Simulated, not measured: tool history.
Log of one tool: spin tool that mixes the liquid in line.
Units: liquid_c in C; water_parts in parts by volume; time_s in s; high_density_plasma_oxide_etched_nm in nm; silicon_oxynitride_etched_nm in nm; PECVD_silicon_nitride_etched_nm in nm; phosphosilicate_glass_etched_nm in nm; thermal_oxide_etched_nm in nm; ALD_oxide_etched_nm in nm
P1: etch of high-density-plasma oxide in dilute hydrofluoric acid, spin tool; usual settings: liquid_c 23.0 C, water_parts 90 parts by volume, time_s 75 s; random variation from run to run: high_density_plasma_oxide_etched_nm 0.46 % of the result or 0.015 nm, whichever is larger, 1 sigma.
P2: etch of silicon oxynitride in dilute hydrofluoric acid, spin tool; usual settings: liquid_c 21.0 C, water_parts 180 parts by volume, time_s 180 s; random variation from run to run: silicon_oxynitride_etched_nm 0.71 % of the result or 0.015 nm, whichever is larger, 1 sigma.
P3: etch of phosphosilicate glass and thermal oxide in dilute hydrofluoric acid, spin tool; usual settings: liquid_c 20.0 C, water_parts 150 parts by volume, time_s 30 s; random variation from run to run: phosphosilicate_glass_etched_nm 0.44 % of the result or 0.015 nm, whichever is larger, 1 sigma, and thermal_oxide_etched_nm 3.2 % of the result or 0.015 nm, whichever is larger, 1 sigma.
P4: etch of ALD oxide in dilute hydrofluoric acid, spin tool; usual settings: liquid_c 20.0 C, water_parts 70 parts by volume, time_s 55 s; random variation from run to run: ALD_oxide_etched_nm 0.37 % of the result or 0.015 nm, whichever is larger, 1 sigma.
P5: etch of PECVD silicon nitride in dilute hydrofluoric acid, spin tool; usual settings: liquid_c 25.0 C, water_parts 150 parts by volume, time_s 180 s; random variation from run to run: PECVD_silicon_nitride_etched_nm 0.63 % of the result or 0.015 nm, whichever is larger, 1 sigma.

run,hour,process,liquid_c,water_parts,time_s,hours since the thermometer was replaced,hours since the hydrofluoric acid flow meter was replaced,high_density_plasma_oxide_etched_nm,silicon_oxynitride_etched_nm,PECVD_silicon_nitride_etched_nm,phosphosilicate_glass_etched_nm,thermal_oxide_etched_nm,ALD_oxide_etched_nm
1,5.7,P1,23.0,90,75,1716.1,1126.1,6.4273,,,,,
2,13.2,P2,21.0,35,180,1723.6,1133.6,,21.15700,,,,
3,20.9,P5,25.0,150,265,1731.3,1141.3,,,5.3274,,,
4,31.9,P1,23.0,50,75,1742.3,1152.3,12.0360,,,,,
5,38.3,P3,20.0,150,15,1748.7,1158.7,,,,11.292,0.35936,
6,44.0,P2,25.0,180,180,1754.4,1164.4,,4.46530,,,,
7,54.9,P3,24.5,150,30,1765.3,1175.3,,,,26.919,0.86872,
8,62.9,P1,19.0,90,75,1773.3,1183.3,5.4038,,,,,
9,73.3,P1,28.5,90,110,1783.7,1193.7,11.6060,,,,,
10,84.9,P5,25.0,150,180,1795.3,1205.3,,,3.5441,,,
11,97.0,P1,23.0,90,75,1807.4,1217.4,6.3375,,,,,
12,109.6,P1,23.0,90,30,1820.0,1230.0,2.5616,,,,,
13,120.5,P5,18.0,150,180,1830.9,1240.9,,,2.2772,,,
14,130.5,P4,20.0,95,55,1840.9,1250.9,,,,,,4.9992
15,138.6,P4,27.0,70,55,1849.0,1259.0,,,,,,9.1573
16,151.2,P2,21.0,180,25,1861.6,1271.6,,0.51436,,,,
17,158.9,P3,20.0,150,30,1869.3,1279.3,,,,22.558,0.77462,
18,167.1,P4,20.0,70,95,1877.5,1287.5,,,,,,11.8480
19,178.0,P1,23.0,90,75,1888.4,1298.4,6.3350,,,,,
20,184.8,P4,20.0,70,55,1895.2,1305.2,,,,,,6.9194
21,190.6,P2,21.0,180,180,1901.0,1311.0,,3.60930,,,,
22,202.6,P1,26.5,150,75,1913.0,1323.0,4.0932,,,,,
23,211.7,P5,25.0,65,180,1922.1,1332.1,,,8.2199,,,
24,223.3,P5,25.0,150,180,1933.7,1343.7,,,3.6733,,,
25,229.2,P3,20.0,30,30,1939.6,1349.6,,,,129.420,4.15460,
26,238.4,P1,23.0,90,75,1948.8,1358.8,6.4194,,,,,
27,249.1,P1,23.0,140,75,1959.5,1369.5,3.8237,,,,,
28,261.9,P1,23.0,90,75,1972.3,1382.3,6.4186,,,,,
29,269.4,P1,23.0,90,75,1979.8,1389.8,6.4084,,,,,
30,276.1,P4,20.0,70,55,1986.5,1396.5,,,,,,6.8603
31,284.4,P1,23.0,90,75,1994.8,1404.8,6.3622,,,,,
32,293.2,P1,28.0,90,75,2003.6,1413.6,7.7251,,,,,
33,303.0,P1,23.0,90,120,2013.4,1423.4,10.2210,,,,,
34,310.2,P1,23.0,90,75,2020.6,1430.6,6.4227,,,,,
35,320.0,P1,23.0,90,75,2030.4,1440.4,6.0496,,,,,
36,332.3,P1,23.0,90,75,2042.7,1452.7,5.9546,,,,,
37,342.5,P1,23.0,90,75,2052.9,1462.9,5.8918,,,,,
38,354.0,P1,23.0,90,75,2064.4,1474.4,5.8296,,,,,
39,364.7,P1,23.0,90,75,2075.1,1485.1,5.8239,,,,,
40,370.7,P1,23.0,90,75,2081.1,1491.1,5.8586,,,,,
41,382.7,P1,23.0,90,75,2093.1,1503.1,5.8607,,,,,

What P1 gives has crept away from where it was. These 2 causes fit the log equally well, each at the size given:
A: liquid colder than its thermometer reads (K) = 2.22
B: hydrofluoric acid flow below the setpoint (%) = 7.75
The creep began at about hour 310.2.

4 check runs are offered, one wafer each, their results left as question marks. Which one tells the causes apart?
check 1,394.7,P5,19.5,150,255,,,,,?,,,
check 2,394.7,P3,20.0,150,15,,,,,,?,?,
check 3,394.7,P2,21.0,130,115,,,,?,,,,
check 4,394.7,P4,25.0,70,55,,,,,,,,?

What each check would give under each cause:
check,result,if A,if B
check 1,PECVD_silicon_nitride_etched_nm,3.0663,3.2952
check 2,phosphosilicate_glass_etched_nm,10.341,10.297
check 2,thermal_oxide_etched_nm,0.34550,0.34401
check 3,silicon_oxynitride_etched_nm,3.02750,3.08370
check 4,ALD_oxide_etched_nm,7.7689,7.7817
How far apart the two closest causes lie, in the result that separates them most: check 1 7.2 %; check 2 0.43 %; check 3 1.84 %; check 4 0.17 %
Only check 1 tells the causes apart: in the others they would give nearly the same result.

Check 1 was then run and gave: PECVD_silicon_nitride_etched_nm 3.0220 nm. Which cause is it?

It is A: liquid colder than its thermometer reads (K).
